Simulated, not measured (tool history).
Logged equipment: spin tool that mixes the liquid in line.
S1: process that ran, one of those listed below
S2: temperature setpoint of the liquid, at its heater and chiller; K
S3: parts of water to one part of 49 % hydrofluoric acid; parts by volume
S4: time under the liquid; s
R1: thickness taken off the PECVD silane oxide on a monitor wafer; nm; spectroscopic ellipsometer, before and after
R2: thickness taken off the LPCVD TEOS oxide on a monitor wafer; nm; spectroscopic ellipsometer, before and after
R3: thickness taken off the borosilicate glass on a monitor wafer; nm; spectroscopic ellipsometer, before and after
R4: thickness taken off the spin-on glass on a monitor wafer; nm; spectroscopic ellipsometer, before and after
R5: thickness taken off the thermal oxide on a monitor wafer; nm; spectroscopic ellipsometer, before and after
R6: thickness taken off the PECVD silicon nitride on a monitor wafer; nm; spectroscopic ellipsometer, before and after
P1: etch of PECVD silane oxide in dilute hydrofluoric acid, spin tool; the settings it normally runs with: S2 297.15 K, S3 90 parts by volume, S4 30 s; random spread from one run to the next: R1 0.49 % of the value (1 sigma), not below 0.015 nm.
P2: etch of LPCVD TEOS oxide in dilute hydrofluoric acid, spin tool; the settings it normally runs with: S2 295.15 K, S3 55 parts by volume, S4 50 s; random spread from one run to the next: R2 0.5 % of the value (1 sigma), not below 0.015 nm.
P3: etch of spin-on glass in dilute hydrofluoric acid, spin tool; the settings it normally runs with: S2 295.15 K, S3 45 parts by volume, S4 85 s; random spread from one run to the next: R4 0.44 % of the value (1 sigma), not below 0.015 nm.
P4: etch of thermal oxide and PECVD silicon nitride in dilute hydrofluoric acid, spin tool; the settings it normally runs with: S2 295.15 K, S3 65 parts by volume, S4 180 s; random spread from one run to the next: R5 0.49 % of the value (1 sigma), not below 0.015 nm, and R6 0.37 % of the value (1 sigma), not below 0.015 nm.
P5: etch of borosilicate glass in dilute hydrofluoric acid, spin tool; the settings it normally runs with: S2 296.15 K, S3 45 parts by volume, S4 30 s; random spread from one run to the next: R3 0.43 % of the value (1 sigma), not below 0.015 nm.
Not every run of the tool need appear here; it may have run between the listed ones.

run,hour,S1,S2,S3,S4,R1,R2,R3,R4,R5,R6
1,10.0,P1,297.15,90,30,8.9140,,,,,
2,19.8,P2,295.15,100,50,,11.892,,,,
3,28.3,P1,297.15,90,30,8.9016,,,,,
4,39.6,P1,297.15,90,30,9.0008,,,,,
5,48.4,P1,302.15,90,30,10.8430,,,,,
6,60.3,P5,296.15,45,30,,,16.9620,,,
7,75.1,P2,295.15,55,50,,23.105,,,,
8,90.1,P1,292.65,90,30,7.4219,,,,,
9,105.3,P1,297.15,25,50,58.0170,,,,,
10,114.4,P1,297.15,90,60,17.9390,,,,,
11,125.7,P2,301.15,55,50,,29.518,,,,
12,134.4,P3,295.15,45,85,,,,38.411,,
13,147.2,P1,297.15,90,30,8.9323,,,,,
14,161.9,P4,295.15,65,180,,,,,12.742,13.3480
15,174.9,P5,301.65,45,30,,,21.1720,,,
16,189.1,P4,295.15,40,180,,,,,21.306,21.2420
17,203.3,P1,297.15,145,30,5.2297,,,,,
18,216.5,P2,295.15,55,80,,37.012,,,,
19,223.9,P3,295.15,45,35,,,,15.785,,
20,239.6,P1,297.15,90,15,4.4596,,,,,
21,249.2,P5,296.15,45,15,,,8.4793,,,
22,259.4,P3,290.65,45,85,,,,31.566,,
23,267.5,P1,305.15,20,30,61.4370,,,,,
24,280.5,P1,297.15,35,30,24.8330,,,,,
25,296.0,P2,295.15,55,50,,23.232,,,,
26,309.7,P1,297.15,90,30,8.9853,,,,,
27,317.0,P4,290.15,65,180,,,,,10.223,9.2859
28,325.0,P1,297.15,90,30,8.8851,,,,,

Expected results for the next run?
29,334.2,P5,296.15,20,30,,,?,,,

R3: 39.7180 nm
